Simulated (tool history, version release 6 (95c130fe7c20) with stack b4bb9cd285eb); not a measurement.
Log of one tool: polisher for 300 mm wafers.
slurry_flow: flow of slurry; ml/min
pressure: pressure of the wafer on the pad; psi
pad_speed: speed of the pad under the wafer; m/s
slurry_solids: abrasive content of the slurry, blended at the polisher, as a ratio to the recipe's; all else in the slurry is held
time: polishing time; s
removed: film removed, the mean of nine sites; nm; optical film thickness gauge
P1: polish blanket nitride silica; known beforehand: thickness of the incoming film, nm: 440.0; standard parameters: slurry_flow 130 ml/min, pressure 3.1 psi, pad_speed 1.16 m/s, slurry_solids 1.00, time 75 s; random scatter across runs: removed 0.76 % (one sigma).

run    day  slurry_flow  pressure  pad_speed  slurry_solids  time  removed
  1  0.304          130       3.1       1.16           1.00    75   49.186
  2  0.538          130       3.1       1.16           1.00    75   48.931
  3  0.725          130       3.1       1.16           1.00    34   22.530
  4  0.900          130       3.1       1.16           1.00   110   71.830
  5  1.112          130       3.1       1.16           1.00    75   49.335
  6  1.317          130       3.1       0.76           1.00    75   34.927
  7  1.554          130       1.4       1.16           1.00    75   22.375
  8  1.862          130       3.1       1.72           1.00    75   67.932
  9  2.175          130       3.1       1.16           1.00    75   49.465
 10  2.354          130       3.1       1.16           1.00    75   49.082
     2.408  -- worn pad replaced by a new one
 11  2.667          185       3.1       1.16           1.00    75   51.642
 12  2.850           80       3.1       1.16           1.00    75   43.408
 13  3.162          130       4.7       1.16           1.00    75   74.737
 14  3.379          130       3.1       1.16           1.50    75   57.884
 15  3.608          130       3.1       1.60           0.55    75   46.813
 16  3.842          130       3.1       1.16           0.50    75   33.391
 17  4.092          130       3.1       1.16           1.00    75   49.459
 18  4.271          130       3.1       1.16           1.00    75   47.339
 19  4.500          130       3.1       1.16           1.00    75   45.502
     4.658  -- worn pad replaced by a new one
 20  4.800          130       3.1       1.16           1.00    75   44.027
     4.962  -- conditioning disc replaced and pad reconditioned
 21  5.054          130       3.1       1.16           1.00    75   44.007
 22  5.338          130       3.1       1.16           1.00    75   43.778
 23  5.596          130       3.1       1.16           1.00    75   43.661

P1 no longer gives what it gave before; its output has crept away from where it was. The following 3 causes, each at its listed size, fit the log equally well:
A: abrasive missing from the slurry, % = 21.4
B: slurry flow missing at the pad, % = 37.8
C: head's pressure below its setpoint, % = 11
The onset of the drift is placed at about day 4.092.
Every other cause this tool's parts could produce, and why it does not fit the log:
removal rate lost through wear of the pad, %: maintenance at day 4.658, after the shift began, did not return the process to its former output
time polished since the conditioner stopped cutting, s: maintenance at day 4.962, after the shift began, did not return the process to its former output

Consider the 4 check runs below, whose results appear as question marks and each of which averages 5 wafers. Which one distinguishes the causes, in that each cause would give it a clearly different result?
check 1  5.854          130       3.1       1.16           1.40    75        ?
check 2  5.854          130       2.0       1.16           1.00    75        ?
check 3  5.854          130       3.1       1.66           1.00    34        ?
check 4  5.854          175       3.1       1.16           0.55    75        ?

What each check would give under each cause:
  check   result    if A    if B    if C
check 1  removed  51.357  50.354  50.351
check 2  removed  28.262  28.268  28.266
check 3  removed  26.453  26.458  26.456
check 4  removed  32.446  34.547  33.613
Per check, the gap between the least separated pair of causes, taken in the result that splits them most: check 1 0.01 %; check 2 0.01 %; check 3 0.01 %; check 4 2.74 %
Of the check runs offered, only check 4 discriminates between the causes; the rest would read about the same regardless of which cause applies.

Check 4 was then run and gave: removed 33.646 nm. Which cause is it?

The cause is C: head's pressure below its setpoint, %.
